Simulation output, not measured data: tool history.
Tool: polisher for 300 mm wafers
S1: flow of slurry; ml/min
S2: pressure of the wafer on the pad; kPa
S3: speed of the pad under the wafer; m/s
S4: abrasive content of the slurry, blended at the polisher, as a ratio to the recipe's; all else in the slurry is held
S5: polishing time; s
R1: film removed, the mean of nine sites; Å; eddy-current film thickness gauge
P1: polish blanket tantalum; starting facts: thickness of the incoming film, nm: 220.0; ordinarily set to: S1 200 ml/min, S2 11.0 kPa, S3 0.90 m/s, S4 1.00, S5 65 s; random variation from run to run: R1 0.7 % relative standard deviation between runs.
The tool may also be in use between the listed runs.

Run 1, hour 14.4: S1 200 ml/min, S2 11.0 kPa, S3 0.90 m/s, S4 1.00, S5 65 s. Result: R1 829.02 Å.
Run 2, hour 21.1: S1 200 ml/min, S2 6.2 kPa, S3 0.90 m/s, S4 1.20, S5 65 s. Result: R1 498.73 Å.
Run 3, hour 28.2: S1 200 ml/min, S2 11.0 kPa, S3 0.90 m/s, S4 1.00, S5 65 s. Result: R1 845.97 Å.
Run 4, hour 41.8: S1 200 ml/min, S2 4.8 kPa, S3 0.90 m/s, S4 1.00, S5 65 s. Result: R1 364.23 Å.
Run 5, hour 52.4: S1 200 ml/min, S2 11.0 kPa, S3 0.90 m/s, S4 1.40, S5 65 s. Result: R1 905.90 Å.
Run 6, hour 60.5: S1 200 ml/min, S2 15.9 kPa, S3 0.90 m/s, S4 1.00, S5 65 s. Result: R1 1209.00 Å.
Run 7, hour 72.3: S1 200 ml/min, S2 11.0 kPa, S3 0.44 m/s, S4 0.75, S5 65 s. Result: R1 378.59 Å.
At hour 83.8: slurry nozzle cleaned.
Run 8, hour 85.6: S1 120 ml/min, S2 11.0 kPa, S3 0.60 m/s, S4 1.00, S5 65 s. Result: R1 514.99 Å.
Run 9, hour 100.2: S1 305 ml/min, S2 11.0 kPa, S3 0.90 m/s, S4 1.00, S5 65 s. Result: R1 881.93 Å.
Run 10, hour 111.0: S1 200 ml/min, S2 11.0 kPa, S3 0.90 m/s, S4 1.00, S5 65 s. Result: R1 846.33 Å.
Run 11, hour 123.0: S1 200 ml/min, S2 11.0 kPa, S3 0.66 m/s, S4 1.00, S5 65 s. Result: R1 611.37 Å.
Run 12, hour 132.7: S1 200 ml/min, S2 11.0 kPa, S3 0.90 m/s, S4 1.00, S5 65 s. Result: R1 829.32 Å.
Run 13, hour 144.6: S1 200 ml/min, S2 11.0 kPa, S3 0.90 m/s, S4 1.00, S5 65 s. Result: R1 839.23 Å.
Run 14, hour 154.4: S1 200 ml/min, S2 11.0 kPa, S3 0.90 m/s, S4 1.00, S5 31 s. Result: R1 402.84 Å.
Run 15, hour 168.3: S1 200 ml/min, S2 11.0 kPa, S3 0.90 m/s, S4 1.00, S5 65 s. Result: R1 839.67 Å.
Run 16, hour 180.0: S1 200 ml/min, S2 11.0 kPa, S3 1.16 m/s, S4 1.00, S5 65 s. Result: R1 1085.50 Å.
Run 17, hour 188.4: S1 200 ml/min, S2 11.0 kPa, S3 0.90 m/s, S4 0.75, S5 65 s. Result: R1 764.44 Å.
Run 18, hour 200.0: S1 200 ml/min, S2 11.0 kPa, S3 0.90 m/s, S4 1.00, S5 86 s. Result: R1 1108.60 Å.
Run 19, hour 213.4: S1 120 ml/min, S2 11.0 kPa, S3 0.90 m/s, S4 1.00, S5 65 s. Result: R1 777.44 Å.
Run 20, hour 224.8: S1 200 ml/min, S2 11.0 kPa, S3 0.90 m/s, S4 1.00, S5 65 s. Result: R1 850.07 Å.
Run 21, hour 234.8: S1 200 ml/min, S2 11.0 kPa, S3 0.90 m/s, S4 1.00, S5 65 s. Result: R1 824.55 Å.
Run 22, hour 249.6: S1 200 ml/min, S2 11.0 kPa, S3 0.90 m/s, S4 1.00, S5 65 s. Result: R1 803.34 Å.
At hour 250.9: worn pad replaced by a new one.
At hour 259.9: slurry blender recalibrated.
Run 23, hour 260.8: S1 200 ml/min, S2 11.0 kPa, S3 0.90 m/s, S4 1.00, S5 65 s. Result: R1 778.46 Å.
Run 24, hour 273.9: S1 200 ml/min, S2 11.0 kPa, S3 0.90 m/s, S4 1.00, S5 65 s. Result: R1 774.08 Å.
Run 25, hour 284.5: S1 200 ml/min, S2 11.0 kPa, S3 0.90 m/s, S4 1.00, S5 65 s. Result: R1 771.35 Å.
Run 26, hour 292.2: S1 200 ml/min, S2 11.0 kPa, S3 0.90 m/s, S4 1.00, S5 65 s. Result: R1 782.25 Å.

What P1 gives has crept off from where it sat before. The 2 causes that follow fit the log equally well, each at the size noted:
A: slurry flow missing at the pad, % = 39.9
B: head's pressure below its setpoint, % = 8.27
The drift started at roughly hour 224.8.
What rules out each remaining cause:
removal rate lost through wear of the pad, %: serviced at hour 250.9, which brought nothing back
abrasive missing from the slurry, %: serviced at hour 259.9, which brought nothing back

Each of the check runs listed below is run on 5 wafers and reports their average, with the results left as question marks. Pick the one under which the possible causes would lead to clearly different results.
Run check 1, hour 299.9: S1 200 ml/min, S2 14.5 kPa, S3 0.90 m/s, S4 1.00, S5 65 s. Result: R1 ?.
Run check 2, hour 299.9: S1 200 ml/min, S2 8.3 kPa, S3 0.90 m/s, S4 1.00, S5 65 s. Result: R1 ?.
Run check 3, hour 299.9: S1 280 ml/min, S2 13.8 kPa, S3 0.90 m/s, S4 1.00, S5 65 s. Result: R1 ?.
Run check 4, hour 299.9: S1 200 ml/min, S2 13.8 kPa, S3 0.90 m/s, S4 1.00, S5 65 s. Result: R1 ?.

If the cause were each of the candidates in turn, the checks would give the following:
  check  result     if A     if B
check 1      R1  1013.20  1013.30
check 2      R1   578.99   579.04
check 3      R1  1026.20  1002.70
check 4      R1   964.99   965.06
Per check, the gap between the least separated pair of causes, taken in the result that splits them most: check 1 0.01 %; check 2 0.01 %; check 3 2.32 %; check 4 0.01 %
Only in check 3 would the causes give clearly different results; in the remaining checks their results would be nearly the same.

After running check 3, the following was obtained: R1 1021.10 Å. Which cause does this point to?

It is A: slurry flow missing at the pad, %.
